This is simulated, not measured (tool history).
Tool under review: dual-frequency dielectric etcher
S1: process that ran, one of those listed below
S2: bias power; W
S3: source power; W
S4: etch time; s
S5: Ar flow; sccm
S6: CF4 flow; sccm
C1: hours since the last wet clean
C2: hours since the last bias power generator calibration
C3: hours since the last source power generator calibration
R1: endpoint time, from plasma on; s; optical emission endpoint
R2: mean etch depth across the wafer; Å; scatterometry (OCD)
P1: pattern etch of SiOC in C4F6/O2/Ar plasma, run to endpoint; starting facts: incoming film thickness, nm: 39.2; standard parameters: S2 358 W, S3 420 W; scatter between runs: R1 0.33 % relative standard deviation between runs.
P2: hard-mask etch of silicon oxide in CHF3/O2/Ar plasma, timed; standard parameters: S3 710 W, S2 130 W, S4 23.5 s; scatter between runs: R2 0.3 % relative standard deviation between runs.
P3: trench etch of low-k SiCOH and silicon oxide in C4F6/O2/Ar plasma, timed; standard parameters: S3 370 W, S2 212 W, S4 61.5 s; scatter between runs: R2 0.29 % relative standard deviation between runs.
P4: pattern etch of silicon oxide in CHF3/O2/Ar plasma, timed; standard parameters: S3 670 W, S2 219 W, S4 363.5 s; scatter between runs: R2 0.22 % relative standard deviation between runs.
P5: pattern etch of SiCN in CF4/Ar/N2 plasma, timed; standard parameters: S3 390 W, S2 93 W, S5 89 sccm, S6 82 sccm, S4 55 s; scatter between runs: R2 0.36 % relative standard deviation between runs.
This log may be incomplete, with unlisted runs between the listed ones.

run	hour	S1	S2	S3	S4	S5	S6	C1	C2	C3	R1	R2
1	14.9	P1	358	420				202.8	1339	2656.7	14.026	
2	32	P3	212	500	61.5			219.9	1356.1	2673.8		2250.7
3	47	P1	358	420				234.9	1371.1	2688.8	14.091	
4	57.9	P2	130	710	14			245.8	1382	2699.7		261.66
5	66.2	P1	358	420				254.1	1390.3	2708	14.097	
6	77.7	P1	358	420				265.6	1401.8	2719.5	14.141	
7	90.6	P5	93	390	55	89	101	278.5	1414.7	2732.4		479.6
8	105.4	P4	219	670	363.5			293.3	1429.5	2747.2		8065.6
9	116.3	P2	130	870	23.5			304.2	1440.4	2758.1		473.75
10	130.1	P2	130	710	23.5			318	1454.2	2771.9		438.2
11	145.1	P5	93	230	55	89	82	333	1469.2	2786.9		293.49
12	157.4	P4	219	470	363.5			345.3	1481.5	2799.2		7041.2
13	173.6	P3	212	370	61.5			361.5	1497.7	2815.4		2002.9
14	181.7	P1	358	420				369.6	1505.8	2823.5	14.084	
15	192.5	P3	163	370	61.5			380.4	1516.6	2834.3		1847.6
16	203.2	P5	93	390	55	89	82	391.1	1527.3	2845		465.16
17	219	P1	358	420				406.9	1543.1	2860.8	14.101	
18	228.2	P1	358	310				416.1	1552.3	2870	15.857	
19	241.8	P5	76	390	55	89	82	429.7	1565.9	2883.6		433.81
20	250.3	P1	493	420				438.2	1574.4	2892.1	12.613	
21	261.8	P5	93	390	55	125	82	449.7	1585.9	2903.6		445.35
# hour 269.6: wet clean of the chamber
22	275.8	P1	242	420				6.2	1599.9	2917.6	16.182	
23	287.3	P1	221	540				17.7	1611.4	2929.1	15.099	
24	295.2	P5	93	390	32.5	89	82	25.6	1619.3	2937		274.35
25	310.1	P5	93	390	55	89	82	40.5	1634.2	2951.9		465.24
26	318.9	P4	219	670	278.5			49.3	1643	2960.7		6186.7
27	328.9	P1	358	540				59.3	1653	2970.7	12.788	
28	341.1	P4	263	670	363.5			71.5	1665.2	2982.9		8565.2
29	349.6	P2	169	710	23.5			80	1673.7	2991.4		476.12
30	365.6	P3	212	370	83			96	1689.7	3007.4		2712.9
31	377.6	P1	358	420				108	1701.7	3019.4	14.086	
32	392.8	P1	358	420				123.2	1716.9	3034.6	13.999	
33	409.6	P1	358	420				140	1733.7	3051.4	13.864	
# hour 412.5: wet clean of the chamber
34	419.6	P1	358	420				7.1	1743.7	3061.4	13.923	
35	431.8	P1	358	420				19.3	1755.9	3073.6	13.916	
36	441.4	P1	358	420				28.9	1765.5	3083.2	13.899	
37	456.6	P1	358	420				44.1	1780.7	3098.4	13.949	

Compared with where it was, what P1 gives has crept away. Each cause listed below fits the log as well as the rest, at the size given for it:
A: bias power that arrives over what is set, % = 4.75
B: source power that arrives over what is set, % = 4.49
The drift started at roughly hour 377.6.
Excluded causes, each with its reason:
chamber walls in a state that raises the etch rate, %: was serviced at hour 412.5, once the creep was under way, yet the earlier output never came back

Each of the check runs listed below is run on 2 wafers and reports their average, with the results left as question marks. Pick the one under which the possible causes would lead to clearly different results.
check 1	471.8	P5	93	390	55	123	82					?
check 2	471.8	P2	160	710	23.5							?
check 3	471.8	P4	219	490	363.5							?
check 4	471.8	P3	180	370	81							?

Outcome of each check run for each possible cause:
check	result	if A	if B
check 1	R2	454.81	464.47
check 2	R2	474.52	475.41
check 3	R2	7277.5	7278.1
check 4	R2	2540.5	2546.3
Minimum pairwise separation of causes per check, each pair taken at its best-separating result: check 1 2.1 %; check 2 0.19 %; check 3 0.01 %; check 4 0.23 %
The other checks would show nearly matching results whichever cause is true, so check 1 is the only one that separates the causes.

Check 1 was carried out, with these results: R2 454.33 Å. Which of the listed causes is responsible?

It is A: bias power that arrives over what is set, %.
